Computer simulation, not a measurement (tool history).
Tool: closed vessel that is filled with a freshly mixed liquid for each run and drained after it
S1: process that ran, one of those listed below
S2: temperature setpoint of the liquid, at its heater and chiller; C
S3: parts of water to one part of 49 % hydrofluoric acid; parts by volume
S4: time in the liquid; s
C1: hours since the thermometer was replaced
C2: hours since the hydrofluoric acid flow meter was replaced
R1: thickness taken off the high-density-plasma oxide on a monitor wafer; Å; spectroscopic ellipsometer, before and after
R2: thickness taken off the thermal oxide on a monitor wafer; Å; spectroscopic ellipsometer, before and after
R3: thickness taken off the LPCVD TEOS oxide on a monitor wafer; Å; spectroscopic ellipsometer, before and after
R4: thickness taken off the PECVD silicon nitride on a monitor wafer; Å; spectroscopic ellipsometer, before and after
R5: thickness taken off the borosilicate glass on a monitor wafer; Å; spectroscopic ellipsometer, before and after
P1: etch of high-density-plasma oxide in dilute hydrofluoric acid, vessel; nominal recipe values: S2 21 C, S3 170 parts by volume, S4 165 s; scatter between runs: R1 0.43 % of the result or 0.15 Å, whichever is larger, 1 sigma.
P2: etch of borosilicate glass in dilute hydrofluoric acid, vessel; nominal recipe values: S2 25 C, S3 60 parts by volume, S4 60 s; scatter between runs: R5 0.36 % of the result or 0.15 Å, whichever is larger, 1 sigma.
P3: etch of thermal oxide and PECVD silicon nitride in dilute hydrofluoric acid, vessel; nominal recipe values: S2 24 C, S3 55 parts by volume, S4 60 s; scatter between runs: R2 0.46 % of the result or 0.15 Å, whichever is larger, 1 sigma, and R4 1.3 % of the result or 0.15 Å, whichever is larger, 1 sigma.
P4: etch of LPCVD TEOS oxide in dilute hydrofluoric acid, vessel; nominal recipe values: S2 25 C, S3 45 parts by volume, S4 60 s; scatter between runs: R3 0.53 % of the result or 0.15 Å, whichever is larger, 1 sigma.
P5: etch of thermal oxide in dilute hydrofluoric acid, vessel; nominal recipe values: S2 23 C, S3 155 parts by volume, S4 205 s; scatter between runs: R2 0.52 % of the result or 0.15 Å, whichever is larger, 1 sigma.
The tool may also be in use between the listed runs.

run   hour  S1    S2   S3   S4      C1      C2      R1      R2      R3      R4      R5
  1    6.1  P1    21  170  165   919.5   728.5  55.313
  2   17.6  P5  17.5  155  205     931     740          46.675
  3   28.8  P1    21  265  235   942.2   751.2   45.94
  4   35.1  P4    25   45   60   948.5   757.5                  595.38
  5   46.1  P1    21  170  165   959.5   768.5  55.031
  6   56.3  P4    25   70   60   969.7   778.7                  369.32
  7   63.8  P4    25   45   60   977.2   786.2                  597.27
  8   70.3  P5    23  155   30   983.7   792.7          8.4172
  9   79.8  P3    24   55  115   993.2   802.2           105.1          34.455
 10   87.9  P1    17  170  165  1001.3   810.3  47.548
 11   93.8  P5    23  155  205  1007.2   816.2          57.872
 12  104.8  P3    24   20   60  1018.2   827.2          158.13          48.371
 13  111.8  P1    21  170  265  1025.2   834.2  88.349
 14  119.5  P3  17.5   55   60  1032.9   841.9          41.649          11.951
 15  130.7  P1    21  170   30  1044.1   853.1  9.9111
 16  140.9  P1    21  295  165  1054.3   863.3  27.833
 17  148.9  P4    25   45   30  1062.3   871.3                   302.5
 18  158.2  P5    23  155  205  1071.6   880.6          57.582
 19  171.6  P2    25   60   30    1085     894                                  207.37
 20  183.5  P4    31   45   60  1096.9   905.9                  758.63
 21  194.1  P1    21   60  165  1107.5   916.5  176.03
     200.9  -- thermometer replaced
 22  204.6  P1    21   40  290     3.7     927  477.88
 23    215  P3    24   55   60    14.1   937.4          54.334          17.753
 24  221.7  P1    28  170  165    20.8   944.1  71.537
 25  233.7  P1    21  170  165    32.8   956.1  54.891
 26  245.8  P2    25   60   60    44.9   968.2                                   413.6
 27    258  P2    31   60   60    57.1   980.4                                  524.15
 28  265.3  P1    21  170  165    64.4   987.7  54.975
 29  271.9  P2    25   60   60      71   994.3                                  416.76
 30  280.8  P1    21  170  165    79.9  1003.2  55.472
 31  287.1  P1    21  170  165    86.2  1009.5  55.203
 32  294.1  P5    23  270  205    93.2  1016.5          29.465
 33  300.4  P2    25   20   60    99.5  1022.8                                  1316.9
 34  309.9  P1    21  170  165     109  1032.3  55.081
 35  315.8  P1    21  170  165   114.9  1038.2   57.16
 36  322.8  P1    21  170  165   121.9  1045.2  58.546
 37  331.8  P1    21  170  165   130.9  1054.2  59.433
 38  338.6  P1    21  170  165   137.7    1061  59.591
 39  349.2  P1    21  170  165   148.3  1071.6  59.549
 40  359.8  P1    21  170  165   158.9  1082.2  60.077

What P1 gives has crept off from where it sat before. The 2 causes that follow fit the log equally well, each at the size noted:
A: liquid hotter than its thermometer reads (K) = 2.13
B: hydrofluoric acid flow above the setpoint (%) = 7.21
The onset of the drift is placed at about hour 309.9.

The 4 check runs listed below each average the results of 2 wafers, and their outcomes are marked with question marks. Under which run would the listed causes produce clearly different results?
check 1  370.4  P2    30   60   60                           ?
check 2  370.4  P4  30.5   70   60                   ?
check 3  370.4  P3  18.5   55   85               ?       ?
check 4  370.4  P5    23  265  205               ?

How each check would come out, cause by cause:
  check  result    if A    if B
check 1      R5  548.71   545.3
check 2      R3   498.2  496.12
check 3      R2  67.173   66.07
check 3      R4  20.309  18.737
check 4      R2  32.611  32.998
How far apart the two closest causes lie, in the result that separates them most: check 1 0.62 %; check 2 0.42 %; check 3 8.05 %; check 4 1.18 %
The causes can be told apart only by check 3. The other checks would give nearly the same results under each of them.

Here is what check 3 returned: R2 67.312 Å; R4 20.028 Å. Which cause is it?

It was cause A: liquid hotter than its thermometer reads (K).
